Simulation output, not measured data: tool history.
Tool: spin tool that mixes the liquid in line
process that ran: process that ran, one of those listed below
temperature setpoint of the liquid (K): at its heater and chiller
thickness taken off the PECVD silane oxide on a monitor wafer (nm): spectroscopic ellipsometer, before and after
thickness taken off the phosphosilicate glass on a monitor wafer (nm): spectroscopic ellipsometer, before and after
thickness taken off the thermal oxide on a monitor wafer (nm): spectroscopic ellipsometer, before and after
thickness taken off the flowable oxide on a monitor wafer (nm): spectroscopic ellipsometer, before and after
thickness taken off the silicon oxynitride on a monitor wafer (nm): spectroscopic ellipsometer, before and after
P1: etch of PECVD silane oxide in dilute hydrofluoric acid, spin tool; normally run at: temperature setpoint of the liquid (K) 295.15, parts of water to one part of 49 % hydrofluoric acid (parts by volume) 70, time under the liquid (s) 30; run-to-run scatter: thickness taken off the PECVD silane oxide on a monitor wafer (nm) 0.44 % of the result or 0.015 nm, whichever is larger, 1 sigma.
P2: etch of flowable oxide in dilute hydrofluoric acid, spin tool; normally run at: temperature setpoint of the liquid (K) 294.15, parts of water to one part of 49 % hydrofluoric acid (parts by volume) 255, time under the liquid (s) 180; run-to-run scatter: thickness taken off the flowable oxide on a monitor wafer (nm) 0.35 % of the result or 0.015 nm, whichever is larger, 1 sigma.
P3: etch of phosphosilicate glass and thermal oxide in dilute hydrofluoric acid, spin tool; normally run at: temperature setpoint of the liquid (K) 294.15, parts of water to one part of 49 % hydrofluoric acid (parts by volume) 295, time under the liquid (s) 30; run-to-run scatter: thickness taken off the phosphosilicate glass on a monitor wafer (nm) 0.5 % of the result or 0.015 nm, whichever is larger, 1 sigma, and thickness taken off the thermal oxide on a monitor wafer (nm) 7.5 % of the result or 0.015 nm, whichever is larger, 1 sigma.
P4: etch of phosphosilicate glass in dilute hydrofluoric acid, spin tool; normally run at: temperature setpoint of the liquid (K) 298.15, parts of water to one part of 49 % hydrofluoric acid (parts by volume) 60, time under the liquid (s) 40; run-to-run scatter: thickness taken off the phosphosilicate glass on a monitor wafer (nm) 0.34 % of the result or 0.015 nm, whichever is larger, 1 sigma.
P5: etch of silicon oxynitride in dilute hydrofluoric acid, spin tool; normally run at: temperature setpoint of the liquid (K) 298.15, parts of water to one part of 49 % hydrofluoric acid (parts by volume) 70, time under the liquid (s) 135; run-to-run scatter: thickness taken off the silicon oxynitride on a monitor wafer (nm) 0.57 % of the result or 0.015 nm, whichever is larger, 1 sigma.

run,hour,process that ran,temperature setpoint of the liquid (K),parts of water to one part of 49 % hydrofluoric acid (parts by volume),time under the liquid (s),thickness taken off the PECVD silane oxide on a monitor wafer (nm),thickness taken off the phosphosilicate glass on a monitor wafer (nm),thickness taken off the thermal oxide on a monitor wafer (nm),thickness taken off the flowable oxide on a monitor wafer (nm),thickness taken off the silicon oxynitride on a monitor wafer (nm)
1,7.6,P1,295.15,70,30,12.6910,,,,
2,12.9,P4,298.15,20,40,,136.0300,,,
3,20.0,P1,290.15,70,30,10.3050,,,,
4,31.3,P3,294.15,295,55,,14.4060,0.67063,,
5,39.8,P3,294.15,295,30,,7.7698,0.34110,,
6,48.8,P1,295.15,115,30,7.2442,,,,
7,58.2,P2,294.15,255,180,,,,22.8140,
8,65.5,P2,294.15,440,180,,,,11.2670,
9,74.6,P5,305.65,70,135,,,,,7.56540
10,83.4,P1,302.15,70,30,16.5180,,,,
11,90.3,P1,295.15,70,15,6.3286,,,,
12,97.4,P1,295.15,105,15,4.0641,,,,
13,108.4,P3,294.15,45,30,,67.0790,3.26940,,
14,115.7,P5,298.15,70,135,,,,,5.39840
15,121.2,P1,295.15,70,50,21.0140,,,,
16,130.5,P1,295.15,70,30,12.6070,,,,
17,141.9,P4,298.15,60,40,,42.7790,,,
18,151.9,P5,298.15,105,135,,,,,3.45160
19,158.9,P1,295.15,70,30,12.6810,,,,
20,164.5,P4,290.15,60,40,,30.6670,,,
21,173.3,P4,298.15,60,20,,21.4730,,,
22,182.0,P2,290.15,255,180,,,,19.6590,
23,191.4,P3,290.15,295,30,,6.7661,0.30667,,
24,200.5,P1,295.15,45,30,20.2830,,,,
25,207.6,P1,295.15,20,15,23.6410,,,,
26,212.9,P1,295.15,70,30,12.5510,,,,
27,220.1,P1,295.15,70,30,12.6330,,,,
28,227.4,P5,298.15,70,15,,,,,0.59168
29,237.9,P3,294.15,295,30,,7.8253,0.34946,,
30,248.2,P2,294.15,255,15,,,,1.8983,
31,253.2,P1,300.15,110,30,9.2966,,,,
32,262.3,P1,295.15,70,30,12.6450,,,,
33,271.3,P1,295.15,70,30,12.7230,,,,
34,280.1,P1,295.15,70,30,13.0330,,,,
35,287.2,P1,295.15,70,30,13.0640,,,,
36,295.3,P1,295.15,70,30,13.2940,,,,
37,302.1,P1,295.15,70,30,13.4350,,,,
38,310.0,P1,295.15,70,30,13.6280,,,,
39,321.0,P1,295.15,70,30,13.5840,,,,
40,332.2,P1,295.15,70,30,13.5820,,,,
41,337.6,P1,295.15,70,30,13.6750,,,,
42,348.4,P1,295.15,70,30,13.6410,,,,
43,353.9,P1,295.15,70,30,13.6100,,,,

What P1 gives has crept away from where it was. These 2 causes fit the log equally well, each at the size given:
A: liquid hotter than its thermometer reads (K) = 1.9
B: hydrofluoric acid flow above the setpoint (%) = 7.42
The creep began at about hour 271.3.

4 check runs are offered, one wafer each, their results left as question marks. Which one tells the causes apart?
check 1,359.4,P5,303.15,70,135,,,,,?
check 2,359.4,P2,294.15,430,180,,,,?,
check 3,359.4,P4,292.65,30,40,,?,,,
check 4,359.4,P3,294.15,110,45,,?,?,,

What each check would give under each cause:
check,result,if A,if B
check 1,thickness taken off the silicon oxynitride on a monitor wafer (nm),7.37850,7.30720
check 2,thickness taken off the flowable oxide on a monitor wafer (nm),12.3910,12.8080
check 3,thickness taken off the phosphosilicate glass on a monitor wafer (nm),76.7440,76.1590
check 4,thickness taken off the phosphosilicate glass on a monitor wafer (nm),41.0060,41.1720
check 4,thickness taken off the thermal oxide on a monitor wafer (nm),1.80630,1.81360
How far apart the two closest causes lie, in the result that separates them most: check 1 0.97 %; check 2 3.31 %; check 3 0.77 %; check 4 0.4 %
Check 2 tells the causes apart: in the others they would give nearly the same result.

Then check 2 was run and gave: thickness taken off the flowable oxide on a monitor wafer (nm) 12.4730. Which cause is it?

It is A: liquid hotter than its thermometer reads (K).
